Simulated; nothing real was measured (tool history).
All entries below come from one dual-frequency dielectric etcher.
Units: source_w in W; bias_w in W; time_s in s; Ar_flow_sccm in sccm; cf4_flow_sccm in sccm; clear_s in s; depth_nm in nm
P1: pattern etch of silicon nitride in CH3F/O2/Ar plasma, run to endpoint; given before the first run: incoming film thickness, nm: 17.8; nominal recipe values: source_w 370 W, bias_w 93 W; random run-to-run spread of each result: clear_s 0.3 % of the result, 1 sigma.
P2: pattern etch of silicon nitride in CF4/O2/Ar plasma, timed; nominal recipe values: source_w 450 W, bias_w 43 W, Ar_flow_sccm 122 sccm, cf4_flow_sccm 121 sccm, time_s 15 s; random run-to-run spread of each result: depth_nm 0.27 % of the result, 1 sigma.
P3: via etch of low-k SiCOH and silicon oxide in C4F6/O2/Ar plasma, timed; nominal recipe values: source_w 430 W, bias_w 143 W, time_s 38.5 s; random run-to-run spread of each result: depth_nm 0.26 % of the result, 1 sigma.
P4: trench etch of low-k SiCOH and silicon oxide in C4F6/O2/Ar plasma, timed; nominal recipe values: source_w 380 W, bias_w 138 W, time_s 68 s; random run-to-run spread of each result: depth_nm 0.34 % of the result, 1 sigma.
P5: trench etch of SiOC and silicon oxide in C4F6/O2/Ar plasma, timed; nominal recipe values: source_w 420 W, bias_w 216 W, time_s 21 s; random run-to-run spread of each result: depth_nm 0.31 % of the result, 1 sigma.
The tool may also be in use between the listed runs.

run,hour,process,source_w,bias_w,time_s,Ar_flow_sccm,cf4_flow_sccm,clear_s,depth_nm
1,7.9,P1,370,93,,,,23.981,
2,15.1,P1,370,93,,,,24.072,
3,20,P3,430,143,38.5,,,,97.652
4,27.4,P3,430,143,55,,,,139.34
5,34.6,P3,430,201,38.5,,,,108.63
6,39.5,P1,370,93,,,,23.949,
7,49.6,P5,420,292,21,,,,51.83
8,56.9,P2,450,33,15,122,121,,21.809
9,61.4,P2,450,43,11.5,122,121,,18.421
10,66.2,P1,270,126,,,,24.078,
11,73.2,P2,340,43,15,122,121,,18.796
12,79.1,P1,240,57,,,,33.559,
13,87.8,P1,250,93,,,,27.753,
14,92.9,P3,430,143,38.5,,,,97.523
15,98.6,P3,600,143,38.5,,,,111.75
16,104.3,P2,450,43,15,162,121,,23.154
17,109.8,P1,370,93,,,,23.961,
18,116.6,P4,380,138,68,,,,201.05
# hour 123.6: bias power generator calibrated
19,123.7,P2,450,43,15,122,121,,23.951
20,129.6,P1,370,93,,,,23.859,
21,139.4,P5,420,216,31.5,,,,70.452
22,145.2,P1,370,93,,,,23.974,
23,150.5,P2,450,43,15,122,121,,23.933
24,155.9,P5,580,216,21,,,,53.25
25,163,P4,270,138,68,,,,174.39
26,172.5,P1,370,69,,,,26.587,
27,177.6,P4,380,138,88.5,,,,261.6
28,183.1,P1,500,93,,,,21.61,
29,189.5,P5,420,216,21,,,,46.788
30,197.4,P1,370,93,,,,23.989,
31,203.4,P1,370,121,,,,21.814,
32,212.3,P4,380,89,68,,,,177.12
33,220.6,P2,450,43,15,122,163,,24.95
34,226.7,P1,370,93,,,,23.855,
35,233.8,P1,370,93,,,,23.838,
36,238.8,P1,370,93,,,,23.695,
37,246.1,P1,370,93,,,,23.579,
# hour 252: wet clean of the chamber
38,254.6,P1,370,93,,,,23.58,
39,259.4,P1,370,93,,,,23.717,
40,268.6,P1,370,93,,,,23.679,

Compared with where it was, what P1 gives has crept away. Each cause listed below fits the log as well as the rest, at the size given for it:
A: bias power that arrives over what is set, % = 4.2
B: source power that arrives over what is set, % = 4.11
At approximately hour 226.7, the process output began to creep.
Why every other cause is out:
chamber walls in a state that raises the etch rate, %: serviced at hour 252, after the drift had started, without restoring the earlier output

Below are 4 check runs, each on a single wafer, with their results shown as question marks. Which of them would tell the listed causes apart, meaning the causes would give clearly different results under it?
check 1,277.8,P2,450,43,15,122,143,,?
check 2,277.8,P4,280,105,68,,,,?
check 3,277.8,P5,420,283,21,,,,?
check 4,277.8,P3,430,182,46.5,,,,?

Check results expected under each cause:
check,result,if A,if B
check 1,depth_nm,24.896,25.412
check 2,depth_nm,165.46,166.17
check 3,depth_nm,52.05,52.105
check 4,depth_nm,128.56,128.91
Gap, in per cent, between the two causes that each check separates least, read from the result that separates them most: check 1 2.05 %; check 2 0.43 %; check 3 0.11 %; check 4 0.27 %
The other checks would show nearly matching results whichever cause is true, so check 1 is the only one that separates the causes.

Here is what check 1 returned: depth_nm 24.756 nm. Which cause is it?

A is the cause: bias power that arrives over what is set, %.
